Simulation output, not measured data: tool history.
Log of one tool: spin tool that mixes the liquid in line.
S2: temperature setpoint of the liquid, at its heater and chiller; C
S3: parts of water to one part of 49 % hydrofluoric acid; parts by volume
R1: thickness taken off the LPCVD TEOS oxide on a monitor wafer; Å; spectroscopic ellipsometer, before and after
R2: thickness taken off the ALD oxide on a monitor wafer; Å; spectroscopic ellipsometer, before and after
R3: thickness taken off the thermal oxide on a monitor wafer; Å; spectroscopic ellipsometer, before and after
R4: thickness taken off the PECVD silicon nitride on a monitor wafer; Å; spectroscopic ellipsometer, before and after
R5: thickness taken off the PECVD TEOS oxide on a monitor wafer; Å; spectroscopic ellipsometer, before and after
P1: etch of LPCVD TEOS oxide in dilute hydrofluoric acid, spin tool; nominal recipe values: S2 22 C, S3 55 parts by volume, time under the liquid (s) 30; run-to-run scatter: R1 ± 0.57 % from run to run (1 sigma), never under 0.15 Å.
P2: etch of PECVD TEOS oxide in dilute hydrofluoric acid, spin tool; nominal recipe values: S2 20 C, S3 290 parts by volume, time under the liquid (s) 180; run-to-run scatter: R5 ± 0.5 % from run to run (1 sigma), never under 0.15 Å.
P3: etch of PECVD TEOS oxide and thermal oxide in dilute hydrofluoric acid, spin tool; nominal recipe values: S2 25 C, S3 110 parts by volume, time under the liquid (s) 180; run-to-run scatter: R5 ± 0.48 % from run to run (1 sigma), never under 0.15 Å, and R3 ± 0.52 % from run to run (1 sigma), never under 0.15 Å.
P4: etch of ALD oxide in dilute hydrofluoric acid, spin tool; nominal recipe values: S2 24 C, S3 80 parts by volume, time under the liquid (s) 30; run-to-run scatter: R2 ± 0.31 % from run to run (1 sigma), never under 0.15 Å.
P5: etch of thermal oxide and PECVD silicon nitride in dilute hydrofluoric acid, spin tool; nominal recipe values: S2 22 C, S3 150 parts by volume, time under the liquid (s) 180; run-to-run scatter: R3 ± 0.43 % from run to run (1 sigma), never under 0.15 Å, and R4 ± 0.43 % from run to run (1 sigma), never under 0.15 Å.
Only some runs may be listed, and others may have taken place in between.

Run 1, hour 10.4: process that ran P1, S2 22 C, S3 55 parts by volume, time under the liquid (s) 30. Result: R1 167.13 Å.
Run 2, hour 21.7: process that ran P1, S2 22 C, S3 20 parts by volume, time under the liquid (s) 30. Result: R1 482.69 Å.
Run 3, hour 32.6: process that ran P1, S2 27 C, S3 55 parts by volume, time under the liquid (s) 15. Result: R1 101.68 Å.
Run 4, hour 41.4: process that ran P4, S2 24 C, S3 20 parts by volume, time under the liquid (s) 30. Result: R2 533.15 Å.
Run 5, hour 50.9: process that ran P5, S2 22 C, S3 30 parts by volume, time under the liquid (s) 180. Result: R3 302.57 Å, R4 294.52 Å.
Run 6, hour 56.1: process that ran P4, S2 24 C, S3 80 parts by volume, time under the liquid (s) 30. Result: R2 122.82 Å.
Run 7, hour 63.6: process that ran P1, S2 22 C, S3 55 parts by volume, time under the liquid (s) 30. Result: R1 168.37 Å.
Run 8, hour 68.8: process that ran P1, S2 22 C, S3 55 parts by volume, time under the liquid (s) 15. Result: R1 83.161 Å.
Run 9, hour 78.2: process that ran P2, S2 20 C, S3 290 parts by volume, time under the liquid (s) 40. Result: R5 27.537 Å.
Run 10, hour 84.8: process that ran P3, S2 25 C, S3 110 parts by volume, time under the liquid (s) 180. Result: R3 83.104 Å, R5 248.02 Å.
Run 11, hour 94.9: process that ran P1, S2 22 C, S3 55 parts by volume, time under the liquid (s) 30. Result: R1 166.09 Å.
Run 12, hour 103.6: process that ran P2, S2 20 C, S3 290 parts by volume, time under the liquid (s) 180. Result: R5 123.45 Å.
Run 13, hour 110.6: process that ran P1, S2 29 C, S3 55 parts by volume, time under the liquid (s) 30. Result: R1 222.07 Å.
Run 14, hour 120.1: process that ran P4, S2 24 C, S3 80 parts by volume, time under the liquid (s) 50. Result: R2 204.14 Å.
Run 15, hour 127.4: process that ran P4, S2 30 C, S3 80 parts by volume, time under the liquid (s) 30. Result: R2 154.62 Å.
Run 16, hour 137.8: process that ran P3, S2 19.5 C, S3 110 parts by volume, time under the liquid (s) 180. Result: R3 66.786 Å, R5 198.86 Å.
Run 17, hour 148.7: process that ran P3, S2 25 C, S3 110 parts by volume, time under the liquid (s) 95. Result: R3 43.789 Å, R5 129.5 Å.
Run 18, hour 154.7: process that ran P5, S2 22 C, S3 150 parts by volume, time under the liquid (s) 180. Result: R3 52.087 Å, R4 60.659 Å.
Run 19, hour 161.6: process that ran P2, S2 20 C, S3 75 parts by volume, time under the liquid (s) 180. Result: R5 588.08 Å.
Run 20, hour 168.6: process that ran P1, S2 22 C, S3 55 parts by volume, time under the liquid (s) 30. Result: R1 168.23 Å.
Run 21, hour 179.9: process that ran P2, S2 28.5 C, S3 290 parts by volume, time under the liquid (s) 180. Result: R5 163.98 Å.
Run 22, hour 184.9: process that ran P3, S2 25 C, S3 60 parts by volume, time under the liquid (s) 180. Result: R3 163.3 Å, R5 483.38 Å.
Run 23, hour 190.1: process that ran P1, S2 29 C, S3 55 parts by volume, time under the liquid (s) 15. Result: R1 110.69 Å.
Run 24, hour 196.4: process that ran P4, S2 24 C, S3 80 parts by volume, time under the liquid (s) 30. Result: R2 122.94 Å.
Run 25, hour 204.6: process that ran P5, S2 22 C, S3 150 parts by volume, time under the liquid (s) 75. Result: R3 21.977 Å, R4 25.328 Å.
Run 26, hour 211.2: process that ran P5, S2 17 C, S3 150 parts by volume, time under the liquid (s) 180. Result: R3 43.27 Å, R4 43.675 Å.
Run 27, hour 221.7: process that ran P3, S2 25 C, S3 110 parts by volume, time under the liquid (s) 180. Result: R3 83.17 Å, R5 245.42 Å.
Run 28, hour 228.8: process that ran P1, S2 22 C, S3 85 parts by volume, time under the liquid (s) 30. Result: R1 104.32 Å.
Run 29, hour 238.8: process that ran P1, S2 22 C, S3 55 parts by volume, time under the liquid (s) 65. Result: R1 364.8 Å.
Run 30, hour 245.2: process that ran P1, S2 17 C, S3 55 parts by volume, time under the liquid (s) 30. Result: R1 134.41 Å.
Run 31, hour 250.1: process that ran P1, S2 22 C, S3 55 parts by volume, time under the liquid (s) 30. Result: R1 168.53 Å.
Run 32, hour 255.6: process that ran P1, S2 22 C, S3 55 parts by volume, time under the liquid (s) 30. Result: R1 167.51 Å.
Run 33, hour 263.6: process that ran P1, S2 22 C, S3 55 parts by volume, time under the liquid (s) 30. Result: R1 169.3 Å.
Run 34, hour 268.5: process that ran P1, S2 22 C, S3 55 parts by volume, time under the liquid (s) 30. Result: R1 171.9 Å.
Run 35, hour 274.3: process that ran P1, S2 22 C, S3 55 parts by volume, time under the liquid (s) 30. Result: R1 177.82 Å.
Run 36, hour 285.1: process that ran P1, S2 22 C, S3 55 parts by volume, time under the liquid (s) 30. Result: R1 183.21 Å.
Run 37, hour 292.9: process that ran P1, S2 22 C, S3 55 parts by volume, time under the liquid (s) 30. Result: R1 184.31 Å.
Run 38, hour 301.9: process that ran P1, S2 22 C, S3 55 parts by volume, time under the liquid (s) 30. Result: R1 183.84 Å.
Run 39, hour 307.9: process that ran P1, S2 22 C, S3 55 parts by volume, time under the liquid (s) 30. Result: R1 186.26 Å.

P1 no longer gives what it gave before; its output has crept away from where it was. The following 2 causes, each at its listed size, fit the log equally well:
A: liquid hotter than its thermometer reads (K) = 2.36
B: hydrofluoric acid flow above the setpoint (%) = 9.55
The drift started at roughly hour 263.6.

Each of the 4 check runs below uses one wafer; its results are left as question marks. Which run tells the causes apart?
Run check 1, hour 313.9: process that ran P5, S2 17 C, S3 35 parts by volume, time under the liquid (s) 180. Result: R3 ?, R4 ?.
Run check 2, hour 313.9: process that ran P3, S2 20.5 C, S3 110 parts by volume, time under the liquid (s) 180. Result: R3 ?, R5 ?.
Run check 3, hour 313.9: process that ran P2, S2 20 C, S3 90 parts by volume, time under the liquid (s) 180. Result: R5 ?.
Run check 4, hour 313.9: process that ran P4, S2 24 C, S3 30 parts by volume, time under the liquid (s) 50. Result: R2 ?.

What each check would give under each cause:
  check  result    if A    if B
check 1      R3   230.9  229.03
check 1      R4  210.46  194.36
check 2      R3  76.666  77.216
check 2      R5  227.22  228.85
check 3      R5  535.01  536.97
check 4      R2  642.78  640.87
Gap, in per cent, between the two causes that each check separates least, read from the result that separates them most: check 1 7.95 %; check 2 0.71 %; check 3 0.37 %; check 4 0.3 %
Check 1 tells the causes apart: in the others they would give nearly the same result.

Then check 1 was run and gave: R3 229.89 Å; R4 193.82 Å. Which cause is it?

The correct cause is B, namely: hydrofluoric acid flow above the setpoint (%).
